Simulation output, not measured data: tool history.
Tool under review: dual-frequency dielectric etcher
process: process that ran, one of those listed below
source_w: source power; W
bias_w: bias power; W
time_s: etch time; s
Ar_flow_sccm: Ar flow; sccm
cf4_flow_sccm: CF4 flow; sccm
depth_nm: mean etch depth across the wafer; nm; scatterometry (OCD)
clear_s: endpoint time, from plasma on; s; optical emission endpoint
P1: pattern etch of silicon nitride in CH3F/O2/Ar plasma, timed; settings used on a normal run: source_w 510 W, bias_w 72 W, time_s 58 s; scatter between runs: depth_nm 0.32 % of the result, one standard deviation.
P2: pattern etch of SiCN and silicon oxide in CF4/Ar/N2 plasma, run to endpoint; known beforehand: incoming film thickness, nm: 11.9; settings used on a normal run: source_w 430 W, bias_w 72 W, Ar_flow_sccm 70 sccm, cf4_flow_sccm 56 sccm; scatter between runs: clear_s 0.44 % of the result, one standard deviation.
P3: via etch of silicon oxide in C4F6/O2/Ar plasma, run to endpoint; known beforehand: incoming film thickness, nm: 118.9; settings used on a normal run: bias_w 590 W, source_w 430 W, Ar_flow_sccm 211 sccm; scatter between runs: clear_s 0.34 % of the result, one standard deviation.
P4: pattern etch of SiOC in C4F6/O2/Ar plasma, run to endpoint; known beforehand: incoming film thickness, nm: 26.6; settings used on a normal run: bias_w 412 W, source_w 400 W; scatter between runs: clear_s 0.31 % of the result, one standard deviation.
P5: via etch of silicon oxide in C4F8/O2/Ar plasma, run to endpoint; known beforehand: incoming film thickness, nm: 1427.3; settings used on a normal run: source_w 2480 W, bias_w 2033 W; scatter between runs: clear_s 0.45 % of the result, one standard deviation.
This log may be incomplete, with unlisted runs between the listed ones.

run 1 hour=6 | process=P1 source_w=510 bias_w=72 time_s=58 | depth_nm=45.025
run 2 hour=11.9 | process=P1 source_w=620 bias_w=72 time_s=58 | depth_nm=48.124
run 3 hour=17.8 | process=P4 source_w=400 bias_w=412 | clear_s=9.5645
run 4 hour=23.1 | process=P3 source_w=320 bias_w=590 Ar_flow_sccm=211 | clear_s=25.039
run 5 hour=27.8 | process=P5 source_w=2480 bias_w=2033 | clear_s=262.75
run 6 hour=35.1 | process=P1 source_w=510 bias_w=72 time_s=58 | depth_nm=44.787
run 7 hour=41.8 | process=P2 source_w=430 bias_w=72 Ar_flow_sccm=70 cf4_flow_sccm=66 | clear_s=13.558
run 8 hour=47 | process=P2 source_w=430 bias_w=72 Ar_flow_sccm=70 cf4_flow_sccm=56 | clear_s=13.957
run 9 hour=52.3 | process=P1 source_w=510 bias_w=72 time_s=58 | depth_nm=44.826
run 10 hour=56.4 | process=P4 source_w=550 bias_w=412 | clear_s=8.3929
run 11 hour=64.6 | process=P1 source_w=340 bias_w=72 time_s=58 | depth_nm=38.527
run 12 hour=72.1 | process=P3 source_w=430 bias_w=590 Ar_flow_sccm=297 | clear_s=23.228
run 13 hour=80.4 | process=P3 source_w=430 bias_w=590 Ar_flow_sccm=211 | clear_s=22.375
run 14 hour=88.6 | process=P1 source_w=510 bias_w=72 time_s=58 | depth_nm=44.755
run 15 hour=95.6 | process=P3 source_w=430 bias_w=402 Ar_flow_sccm=211 | clear_s=25.849
run 16 hour=100.9 | process=P1 source_w=510 bias_w=72 time_s=84 | depth_nm=65.364
run 17 hour=107.2 | process=P2 source_w=430 bias_w=54 Ar_flow_sccm=70 cf4_flow_sccm=56 | clear_s=15.212
run 18 hour=111.2 | process=P1 source_w=510 bias_w=72 time_s=39.5 | depth_nm=30.691
run 19 hour=117.2 | process=P5 source_w=2480 bias_w=2033 | clear_s=261.56
run 20 hour=124.2 | process=P1 source_w=510 bias_w=95 time_s=58 | depth_nm=49.688
run 21 hour=129.2 | process=P1 source_w=340 bias_w=72 time_s=33.5 | depth_nm=22.179
-- hour=130.2 bias power generator calibrated
run 22 hour=135.9 | process=P2 source_w=430 bias_w=72 Ar_flow_sccm=70 cf4_flow_sccm=56 | clear_s=13.746
run 23 hour=140.9 | process=P1 source_w=510 bias_w=53 time_s=58 | depth_nm=40.664
run 24 hour=147.1 | process=P1 source_w=510 bias_w=72 time_s=58 | depth_nm=44.878
run 25 hour=151.5 | process=P1 source_w=510 bias_w=72 time_s=58 | depth_nm=44.856
run 26 hour=155.7 | process=P2 source_w=560 bias_w=72 Ar_flow_sccm=70 cf4_flow_sccm=56 | clear_s=11.014
run 27 hour=161.6 | process=P5 source_w=2480 bias_w=2847 | clear_s=236.57
run 28 hour=168.2 | process=P2 source_w=430 bias_w=72 Ar_flow_sccm=96 cf4_flow_sccm=56 | clear_s=14.505
run 29 hour=176.6 | process=P4 source_w=400 bias_w=529 | clear_s=8.6746
run 30 hour=185.2 | process=P5 source_w=1520 bias_w=2033 | clear_s=317.99

Run 31, settings as shown, results not yet in. Your forecast:
run 31 hour=191.1 | process=P1 source_w=510 bias_w=72 time_s=58 | depth_nm=?

depth_nm: 44.873 nm

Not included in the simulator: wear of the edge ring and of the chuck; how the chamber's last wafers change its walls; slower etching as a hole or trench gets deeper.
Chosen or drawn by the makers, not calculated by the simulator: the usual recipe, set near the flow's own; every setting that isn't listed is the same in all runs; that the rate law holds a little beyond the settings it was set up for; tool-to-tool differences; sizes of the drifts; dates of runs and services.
